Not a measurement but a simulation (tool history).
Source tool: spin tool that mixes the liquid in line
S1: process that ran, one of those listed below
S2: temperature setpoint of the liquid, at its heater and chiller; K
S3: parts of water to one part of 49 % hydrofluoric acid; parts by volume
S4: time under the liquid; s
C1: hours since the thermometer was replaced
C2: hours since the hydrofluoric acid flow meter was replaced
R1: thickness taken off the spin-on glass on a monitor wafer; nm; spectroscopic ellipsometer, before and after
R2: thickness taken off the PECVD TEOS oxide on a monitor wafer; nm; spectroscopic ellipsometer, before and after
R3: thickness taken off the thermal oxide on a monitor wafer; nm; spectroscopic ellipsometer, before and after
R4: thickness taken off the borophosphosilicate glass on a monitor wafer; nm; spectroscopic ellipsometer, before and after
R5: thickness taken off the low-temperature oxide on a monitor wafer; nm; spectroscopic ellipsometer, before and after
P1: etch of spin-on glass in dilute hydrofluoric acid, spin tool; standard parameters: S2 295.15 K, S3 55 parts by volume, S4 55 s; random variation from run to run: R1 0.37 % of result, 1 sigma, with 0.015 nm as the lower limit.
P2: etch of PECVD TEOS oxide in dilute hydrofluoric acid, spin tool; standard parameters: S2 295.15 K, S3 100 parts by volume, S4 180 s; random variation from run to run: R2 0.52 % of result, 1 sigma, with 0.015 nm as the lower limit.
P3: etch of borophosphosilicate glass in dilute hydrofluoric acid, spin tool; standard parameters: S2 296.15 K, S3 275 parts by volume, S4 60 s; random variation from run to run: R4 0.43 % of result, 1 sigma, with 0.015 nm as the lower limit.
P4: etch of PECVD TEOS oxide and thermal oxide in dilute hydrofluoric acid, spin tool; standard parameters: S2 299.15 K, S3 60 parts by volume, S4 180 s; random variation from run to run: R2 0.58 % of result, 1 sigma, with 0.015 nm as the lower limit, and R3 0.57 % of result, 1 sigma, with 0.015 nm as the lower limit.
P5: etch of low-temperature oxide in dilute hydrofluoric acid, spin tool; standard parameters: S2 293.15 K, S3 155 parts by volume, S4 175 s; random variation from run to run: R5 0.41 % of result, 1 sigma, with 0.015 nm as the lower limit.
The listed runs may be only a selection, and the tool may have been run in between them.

run 1 hour=13.3 | S1=P1 S2=295.15 S3=55 S4=55 | C1=1013.0 C2=641.7 | R1=38.287
run 2 hour=27.3 | S1=P4 S2=299.15 S3=20 S4=180 | C1=1027.0 C2=655.7 | R2=135.410 R3=49.035
run 3 hour=38.9 | S1=P2 S2=295.15 S3=100 S4=180 | C1=1038.6 C2=667.3 | R2=34.673
run 4 hour=47.1 | S1=P3 S2=296.15 S3=275 S4=110 | C1=1046.8 C2=675.5 | R4=16.8390
run 5 hour=59.6 | S1=P3 S2=296.15 S3=505 S4=60 | C1=1059.3 C2=688.0 | R4=4.0819
run 6 hour=67.1 | S1=P1 S2=290.15 S3=55 S4=55 | C1=1066.8 C2=695.5 | R1=31.091
run 7 hour=82.3 | S1=P1 S2=295.15 S3=55 S4=55 | C1=1082.0 C2=710.7 | R1=38.431
run 8 hour=94.4 | S1=P2 S2=295.15 S3=100 S4=180 | C1=1094.1 C2=722.8 | R2=35.113
run 9 hour=103.3 | S1=P1 S2=295.15 S3=55 S4=15 | C1=1103.0 C2=731.7 | R1=10.509
run 10 hour=115.4 | S1=P1 S2=295.15 S3=95 S4=55 | C1=1115.1 C2=743.8 | R1=21.208
run 11 hour=123.8 | S1=P5 S2=293.15 S3=155 S4=335 | C1=1123.5 C2=752.2 | R5=34.696
run 12 hour=134.2 | S1=P1 S2=295.15 S3=55 S4=55 | C1=1133.9 C2=762.6 | R1=38.262
run 13 hour=148.6 | S1=P4 S2=299.15 S3=60 S4=310 | C1=1148.3 C2=777.0 | R2=73.931 R3=26.547
run 14 hour=156.1 | S1=P5 S2=301.15 S3=155 S4=175 | C1=1155.8 C2=784.5 | R5=24.491
run 15 hour=164.7 | S1=P5 S2=293.15 S3=25 S4=175 | C1=1164.4 C2=793.1 | R5=130.500
run 16 hour=171.8 | S1=P3 S2=296.15 S3=275 S4=60 | C1=1171.5 C2=800.2 | R4=9.1772
run 17 hour=181.3 | S1=P5 S2=293.15 S3=155 S4=175 | C1=1181.0 C2=809.7 | R5=18.295
run 18 hour=195.5 | S1=P1 S2=295.15 S3=30 S4=55 | C1=1195.2 C2=823.9 | R1=72.669
run 19 hour=206.3 | S1=P1 S2=295.15 S3=55 S4=55 | C1=1206.0 C2=834.7 | R1=38.423
run 20 hour=217.8 | S1=P4 S2=299.15 S3=60 S4=180 | C1=1217.5 C2=846.2 | R2=43.093 R3=15.569
run 21 hour=232.4 | S1=P3 S2=296.15 S3=275 S4=60 | C1=1232.1 C2=860.8 | R4=9.2521
run 22 hour=242.3 | S1=P1 S2=295.15 S3=55 S4=55 | C1=1242.0 C2=870.7 | R1=38.276
run 23 hour=252.2 | S1=P3 S2=303.15 S3=275 S4=60 | C1=1251.9 C2=880.6 | R4=11.7580
run 24 hour=264.8 | S1=P1 S2=290.15 S3=55 S4=25 | C1=1264.5 C2=893.2 | R1=14.145
run 25 hour=271.8 | S1=P2 S2=295.15 S3=100 S4=340 | C1=1271.5 C2=900.2 | R2=66.071
-- hour=280.0 hydrofluoric acid flow meter replaced
run 26 hour=280.3 | S1=P4 S2=299.15 S3=60 S4=180 | C1=1280.0 C2=0.3 | R2=43.087 R3=15.587
run 27 hour=291.6 | S1=P1 S2=301.15 S3=55 S4=55 | C1=1291.3 C2=11.6 | R1=48.886
run 28 hour=306.8 | S1=P4 S2=306.65 S3=60 S4=180 | C1=1306.5 C2=26.8 | R2=57.791 R3=20.675
run 29 hour=313.8 | S1=P1 S2=295.15 S3=55 S4=85 | C1=1313.5 C2=33.8 | R1=59.693
run 30 hour=324.2 | S1=P2 S2=295.15 S3=135 S4=180 | C1=1323.9 C2=44.2 | R2=25.046

Expected results for the next run?
run 31 hour=339.2 | S1=P2 S2=301.65 S3=100 S4=180 | C1=1338.9 C2=59.2 | R2=?

{"run 31": {"R2": 44.96}}
